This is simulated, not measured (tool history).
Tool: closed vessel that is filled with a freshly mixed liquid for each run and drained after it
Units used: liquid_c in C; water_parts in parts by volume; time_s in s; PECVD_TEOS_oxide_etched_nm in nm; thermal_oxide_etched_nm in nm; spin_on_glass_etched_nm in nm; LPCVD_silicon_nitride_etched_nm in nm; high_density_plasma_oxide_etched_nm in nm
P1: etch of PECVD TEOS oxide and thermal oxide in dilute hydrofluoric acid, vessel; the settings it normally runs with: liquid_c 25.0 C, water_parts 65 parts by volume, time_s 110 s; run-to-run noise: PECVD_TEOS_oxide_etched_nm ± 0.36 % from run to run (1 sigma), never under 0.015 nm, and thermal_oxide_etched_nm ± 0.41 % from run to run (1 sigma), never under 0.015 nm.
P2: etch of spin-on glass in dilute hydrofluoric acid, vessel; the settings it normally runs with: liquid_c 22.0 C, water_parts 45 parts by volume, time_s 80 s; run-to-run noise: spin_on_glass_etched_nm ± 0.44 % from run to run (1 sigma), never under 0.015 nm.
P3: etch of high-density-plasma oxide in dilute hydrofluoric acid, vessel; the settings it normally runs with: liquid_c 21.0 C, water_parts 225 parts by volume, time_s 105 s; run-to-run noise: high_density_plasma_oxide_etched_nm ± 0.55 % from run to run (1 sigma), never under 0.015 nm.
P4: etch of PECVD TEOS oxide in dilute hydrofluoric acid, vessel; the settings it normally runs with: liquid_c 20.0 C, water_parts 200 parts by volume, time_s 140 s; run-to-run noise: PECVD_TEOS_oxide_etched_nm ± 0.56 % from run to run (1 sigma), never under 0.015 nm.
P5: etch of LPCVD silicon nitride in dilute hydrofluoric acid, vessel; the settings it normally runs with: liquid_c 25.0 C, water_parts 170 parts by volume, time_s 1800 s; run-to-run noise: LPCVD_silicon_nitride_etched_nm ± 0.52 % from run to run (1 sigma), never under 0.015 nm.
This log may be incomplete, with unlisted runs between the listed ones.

| run | hour | process | liquid_c | water_parts | time_s | hours since the thermometer was replaced | hours since the hydrofluoric acid flow meter was replaced | PECVD_TEOS_oxide_etched_nm | thermal_oxide_etched_nm | spin_on_glass_etched_nm | LPCVD_silicon_nitride_etched_nm | high_density_plasma_oxide_etched_nm |
|---|---|---|---|---|---|---|---|---|---|---|---|---|
| 1 | 6.5 | P1 | 25.0 | 65 | 110 | 528.7 | 584.8 | 25.5820 | 8.3980 |  |  |  |
| 2 | 13.9 | P1 | 25.0 | 40 | 210 | 536.1 | 592.2 | 81.8500 | 26.8780 |  |  |  |
| 3 | 18.2 | P2 | 22.0 | 45 | 120 | 540.4 | 596.5 |  |  | 82.400 |  |  |
| 4 | 22.5 | P1 | 20.0 | 65 | 110 | 544.7 | 600.8 | 20.7580 | 6.8104 |  |  |  |
| 5 | 30.4 | P4 | 20.0 | 200 | 140 | 552.6 | 608.7 | 5.1394 |  |  |  |  |
| 6 | 37.4 | P1 | 32.0 | 65 | 110 | 559.6 | 615.7 | 33.6180 | 11.0520 |  |  |  |
| 7 | 42.0 | P2 | 22.0 | 45 | 80 | 564.2 | 620.3 |  |  | 55.169 |  |  |
| 8 | 47.2 | P5 | 25.0 | 170 | 1800 | 569.4 | 625.5 |  |  |  | 5.4499 |  |
| 9 | 52.6 | P3 | 21.0 | 225 | 30 | 574.8 | 630.9 |  |  |  |  | 1.1337 |
| 10 | 58.5 | P1 | 21.5 | 105 | 110 | 580.7 | 636.8 | 13.0780 | 4.2986 |  |  |  |
| 11 | 63.4 | P5 | 25.0 | 265 | 1800 | 585.6 | 641.7 |  |  |  | 3.5424 |  |
| 12 | 66.9 | P5 | 25.0 | 170 | 3260 | 589.1 | 645.2 |  |  |  | 9.9625 |  |
| 13 | 74.9 | P5 | 30.5 | 170 | 1800 | 597.1 | 653.2 |  |  |  | 7.8196 |  |
| 14 | 78.5 | P1 | 25.0 | 90 | 110 | 600.7 | 656.8 | 17.9220 | 5.8869 |  |  |  |
| 15 | 84.0 | P1 | 30.5 | 85 | 110 | 606.2 | 662.3 | 23.4870 | 7.6500 |  |  |  |
| 16 | 89.1 | P4 | 20.0 | 200 | 60 | 611.3 | 667.4 | 2.2309 |  |  |  |  |
|  | 93.6 | thermometer replaced |
| 17 | 96.2 | P2 | 28.5 | 45 | 80 | 2.7 | 674.5 |  |  | 70.895 |  |  |
| 18 | 100.5 | P1 | 25.0 | 65 | 210 | 7.0 | 678.8 | 48.7130 | 16.0710 |  |  |  |
| 19 | 108.3 | P1 | 25.0 | 65 | 60 | 14.8 | 686.6 | 13.8600 | 4.5073 |  |  |  |
| 20 | 115.8 | P4 | 20.0 | 70 | 140 | 22.3 | 694.1 | 17.1060 |  |  |  |  |
| 21 | 122.0 | P4 | 20.0 | 200 | 140 | 28.5 | 700.3 | 5.1366 |  |  |  |  |
| 22 | 126.4 | P2 | 22.0 | 20 | 80 | 32.9 | 704.7 |  |  | 127.370 |  |  |
| 23 | 132.9 | P3 | 17.0 | 225 | 105 | 39.4 | 711.2 |  |  |  |  | 3.4315 |
| 24 | 138.7 | P4 | 17.0 | 200 | 140 | 45.2 | 717.0 | 4.5781 |  |  |  |  |
| 25 | 143.3 | P1 | 25.0 | 65 | 110 | 49.8 | 721.6 | 25.5800 | 8.3322 |  |  |  |
| 26 | 148.8 | P1 | 25.0 | 65 | 110 | 55.3 | 727.1 | 25.5510 | 8.4233 |  |  |  |
| 27 | 156.1 | P3 | 21.0 | 100 | 105 | 62.6 | 734.4 |  |  |  |  | 10.4060 |
| 28 | 162.0 | P1 | 25.0 | 20 | 110 | 68.5 | 740.3 | 88.6080 | 28.5750 |  |  |  |
| 29 | 166.4 | P1 | 25.0 | 65 | 110 | 72.9 | 744.7 | 25.4060 | 8.3607 |  |  |  |
| 30 | 170.6 | P1 | 25.0 | 65 | 110 | 77.1 | 748.9 | 25.6710 | 8.2841 |  |  |  |
| 31 | 174.6 | P3 | 21.0 | 225 | 105 | 81.1 | 752.9 |  |  |  |  | 4.0179 |
| 32 | 178.2 | P1 | 25.0 | 65 | 110 | 84.7 | 756.5 | 25.4090 | 8.3008 |  |  |  |
| 33 | 184.5 | P1 | 25.0 | 65 | 110 | 91.0 | 762.8 | 26.4370 | 8.6198 |  |  |  |
| 34 | 188.8 | P1 | 25.0 | 65 | 110 | 95.3 | 767.1 | 26.8580 | 8.7851 |  |  |  |
| 35 | 194.8 | P1 | 25.0 | 65 | 110 | 101.3 | 773.1 | 27.2990 | 8.9777 |  |  |  |
| 36 | 202.6 | P1 | 25.0 | 65 | 110 | 109.1 | 780.9 | 27.6320 | 8.9941 |  |  |  |
| 37 | 209.7 | P1 | 25.0 | 65 | 110 | 116.2 | 788.0 | 27.6190 | 9.0233 |  |  |  |
| 38 | 214.9 | P1 | 25.0 | 65 | 110 | 121.4 | 793.2 | 27.6590 | 9.0260 |  |  |  |
| 39 | 221.8 | P1 | 25.0 | 65 | 110 | 128.3 | 800.1 | 27.9240 | 9.1359 |  |  |  |
| 40 | 226.6 | P1 | 25.0 | 65 | 110 | 133.1 | 804.9 | 27.7710 | 9.0979 |  |  |  |

The log shows P1 creeping away from where it was. Any of the 2 causes listed here, at the size stated for it, fits the log just as well as the others:
A: liquid hotter than its thermometer reads (K) = 2.12
B: hydrofluoric acid flow above the setpoint (%) = 8.13
The process output started creeping at around hour 178.2.

The check runs listed below each take one wafer, and their results are still question marks. Under which run would the listed causes lead to clearly different results?
| check 1 | 231.4 | P5 | 25.0 | 170 | 1800 |  |  |  |  |  | ? |  |
| check 2 | 231.4 | P2 | 22.0 | 45 | 80 |  |  |  |  | ? |  |  |
| check 3 | 231.4 | P3 | 21.0 | 225 | 105 |  |  |  |  |  |  | ? |
| check 4 | 231.4 | P4 | 20.0 | 200 | 140 |  |  | ? |  |  |  |  |

What every check run would give for each of its results, assuming each possible cause in turn:
| check | result | if A | if B |
|---|---|---|---|
| check 1 | LPCVD_silicon_nitride_etched_nm | 6.3348 | 5.9928 |
| check 2 | spin_on_glass_etched_nm | 59.842 | 59.492 |
| check 3 | high_density_plasma_oxide_etched_nm | 4.3562 | 4.4267 |
| check 4 | PECVD_TEOS_oxide_etched_nm | 5.6172 | 5.6858 |
Separation of the two closest causes in each check, using whichever result separates them best: check 1 5.55 %; check 2 0.59 %; check 3 1.6 %; check 4 1.21 %
Check 1 is the one run that separates the causes; every other check would come out nearly the same whichever cause is at work.

The results of check 1 are: LPCVD_silicon_nitride_etched_nm 5.9752 nm. Based on these, which of the listed causes is it?

Of the candidate causes, it is B: hydrofluoric acid flow above the setpoint (%).
